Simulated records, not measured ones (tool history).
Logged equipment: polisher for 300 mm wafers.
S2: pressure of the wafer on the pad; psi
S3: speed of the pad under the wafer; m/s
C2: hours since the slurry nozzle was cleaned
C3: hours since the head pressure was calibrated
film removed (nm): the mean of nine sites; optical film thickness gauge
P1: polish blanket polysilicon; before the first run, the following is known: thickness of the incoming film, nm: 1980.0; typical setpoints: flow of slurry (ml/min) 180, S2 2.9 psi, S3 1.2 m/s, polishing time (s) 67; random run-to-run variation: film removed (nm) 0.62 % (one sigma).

run 1 hour=8.5 | flow_of_slurry_(ml/min)=180 S2=2.9 S3=1.2 polishing_time_(s)=67 | wafers_polished_on_this_pad=252 C2=144.9 C3=209.7 | film_removed_(nm)=860.4
run 2 hour=13.1 | flow_of_slurry_(ml/min)=180 S2=1.6 S3=1.2 polishing_time_(s)=67 | wafers_polished_on_this_pad=314 C2=149.5 C3=214.3 | film_removed_(nm)=476.54
run 3 hour=19.8 | flow_of_slurry_(ml/min)=135 S2=2.9 S3=1.2 polishing_time_(s)=88 | wafers_polished_on_this_pad=404 C2=156.2 C3=221 | film_removed_(nm)=1089.2
run 4 hour=28.6 | flow_of_slurry_(ml/min)=180 S2=4.4 S3=1.2 polishing_time_(s)=67 | wafers_polished_on_this_pad=523 C2=165 C3=229.8 | film_removed_(nm)=1313.2
run 5 hour=37.2 | flow_of_slurry_(ml/min)=180 S2=2.9 S3=1.2 polishing_time_(s)=84 | wafers_polished_on_this_pad=638 C2=173.6 C3=238.4 | film_removed_(nm)=1067.3
run 6 hour=43.4 | flow_of_slurry_(ml/min)=180 S2=2.9 S3=1.2 polishing_time_(s)=67 | wafers_polished_on_this_pad=722 C2=179.8 C3=244.6 | film_removed_(nm)=854.63
run 7 hour=50.4 | flow_of_slurry_(ml/min)=180 S2=2.9 S3=1.2 polishing_time_(s)=67 | wafers_polished_on_this_pad=816 C2=186.8 C3=251.6 | film_removed_(nm)=857.53
run 8 hour=56.7 | flow_of_slurry_(ml/min)=110 S2=2.9 S3=1.2 polishing_time_(s)=67 | wafers_polished_on_this_pad=901 C2=193.1 C3=257.9 | film_removed_(nm)=783.94
run 9 hour=63.3 | flow_of_slurry_(ml/min)=180 S2=2.9 S3=1.2 polishing_time_(s)=67 | wafers_polished_on_this_pad=990 C2=199.7 C3=264.5 | film_removed_(nm)=862.77
run 10 hour=68.6 | flow_of_slurry_(ml/min)=270 S2=2.9 S3=1.2 polishing_time_(s)=67 | wafers_polished_on_this_pad=1061 C2=205 C3=269.8 | film_removed_(nm)=908.65
run 11 hour=74.8 | flow_of_slurry_(ml/min)=180 S2=2.9 S3=0.54 polishing_time_(s)=67 | wafers_polished_on_this_pad=1145 C2=211.2 C3=276 | film_removed_(nm)=392.61
run 12 hour=82.8 | flow_of_slurry_(ml/min)=180 S2=2.9 S3=1.2 polishing_time_(s)=67 | wafers_polished_on_this_pad=1253 C2=219.2 C3=284 | film_removed_(nm)=855.08
run 13 hour=91.4 | flow_of_slurry_(ml/min)=180 S2=1.8 S3=1.56 polishing_time_(s)=67 | wafers_polished_on_this_pad=1368 C2=227.8 C3=292.6 | film_removed_(nm)=692.16
run 14 hour=98.8 | flow_of_slurry_(ml/min)=180 S2=2.9 S3=1.86 polishing_time_(s)=67 | wafers_polished_on_this_pad=1468 C2=235.2 C3=300 | film_removed_(nm)=1334.6
run 15 hour=105.9 | flow_of_slurry_(ml/min)=230 S2=4.4 S3=1.2 polishing_time_(s)=67 | wafers_polished_on_this_pad=1564 C2=242.3 C3=307.1 | film_removed_(nm)=1357.2
run 16 hour=113.3 | flow_of_slurry_(ml/min)=180 S2=2.9 S3=1.2 polishing_time_(s)=32 | wafers_polished_on_this_pad=1663 C2=249.7 C3=314.5 | film_removed_(nm)=410.3
run 17 hour=119.8 | flow_of_slurry_(ml/min)=180 S2=2.9 S3=1.2 polishing_time_(s)=67 | wafers_polished_on_this_pad=1751 C2=256.2 C3=321 | film_removed_(nm)=859.15
run 18 hour=124.2 | flow_of_slurry_(ml/min)=180 S2=2.9 S3=1.2 polishing_time_(s)=67 | wafers_polished_on_this_pad=1810 C2=260.6 C3=325.4 | film_removed_(nm)=849.74
run 19 hour=132.5 | flow_of_slurry_(ml/min)=180 S2=2.9 S3=1.2 polishing_time_(s)=67 | wafers_polished_on_this_pad=1922 C2=268.9 C3=333.7 | film_removed_(nm)=834.68
run 20 hour=140.7 | flow_of_slurry_(ml/min)=180 S2=2.9 S3=1.2 polishing_time_(s)=67 | wafers_polished_on_this_pad=2033 C2=277.1 C3=341.9 | film_removed_(nm)=811.35
run 21 hour=147.5 | flow_of_slurry_(ml/min)=180 S2=2.9 S3=1.2 polishing_time_(s)=67 | wafers_polished_on_this_pad=2124 C2=283.9 C3=348.7 | film_removed_(nm)=807.38
-- hour=147.6 worn pad replaced by a new one
run 22 hour=154.4 | flow_of_slurry_(ml/min)=180 S2=2.9 S3=1.2 polishing_time_(s)=67 | wafers_polished_on_this_pad=92 C2=290.8 C3=355.6 | film_removed_(nm)=794.36
run 23 hour=160.8 | flow_of_slurry_(ml/min)=180 S2=2.9 S3=1.2 polishing_time_(s)=67 | wafers_polished_on_this_pad=178 C2=297.2 C3=362 | film_removed_(nm)=798.31
run 24 hour=169 | flow_of_slurry_(ml/min)=180 S2=2.9 S3=1.2 polishing_time_(s)=67 | wafers_polished_on_this_pad=289 C2=305.4 C3=370.2 | film_removed_(nm)=791.28
run 25 hour=176.2 | flow_of_slurry_(ml/min)=180 S2=2.9 S3=1.2 polishing_time_(s)=67 | wafers_polished_on_this_pad=386 C2=312.6 C3=377.4 | film_removed_(nm)=789.97
run 26 hour=181.5 | flow_of_slurry_(ml/min)=180 S2=2.9 S3=1.2 polishing_time_(s)=67 | wafers_polished_on_this_pad=457 C2=317.9 C3=382.7 | film_removed_(nm)=785.79

What P1 gives has crept off from where it sat before. The 2 causes that follow fit the log equally well, each at the size noted:
A: slurry flow missing at the pad, % = 38
B: head's pressure below its setpoint, % = 8.33
At approximately hour 124.2, the process output began to creep.
Ruled out, with reasons:
removal rate lost through wear of the pad, %: serviced at hour 147.6, after the change had begun; the process did not return to its earlier output

4 check runs are offered, one wafer each, their results left as question marks. Which one tells the causes apart?
run check 1 hour=186.8 | flow_of_slurry_(ml/min)=180 S2=3.6 S3=1.2 polishing_time_(s)=32 | film_removed_(nm)=?
run check 2 hour=186.8 | flow_of_slurry_(ml/min)=110 S2=1.7 S3=1.2 polishing_time_(s)=67 | film_removed_(nm)=?
run check 3 hour=186.8 | flow_of_slurry_(ml/min)=180 S2=4.2 S3=1.84 polishing_time_(s)=67 | film_removed_(nm)=?
run check 4 hour=186.8 | flow_of_slurry_(ml/min)=180 S2=2.9 S3=0.56 polishing_time_(s)=53 | film_removed_(nm)=?

Check results expected under each cause:
check=check_1 result=film_removed_(nm) if_A=468.19 if_B=468.2
check=check_2 result=film_removed_(nm) if_A=403.2 if_B=422.97
check=check_3 result=film_removed_(nm) if_A=1753.6 if_B=1753.6
check=check_4 result=film_removed_(nm) if_A=291.51 if_B=291.52
Separation of the two closest causes in each check, using whichever result separates them best: check 1 0 %; check 2 4.79 %; check 3 0 %; check 4 0 %
The causes can be told apart only by check 2. The other checks would give nearly the same results under each of them.

The results of check 2 are: film removed (nm) 408.07. Based on these, which of the listed causes is it?

Of the candidate causes, it is A: slurry flow missing at the pad, %.
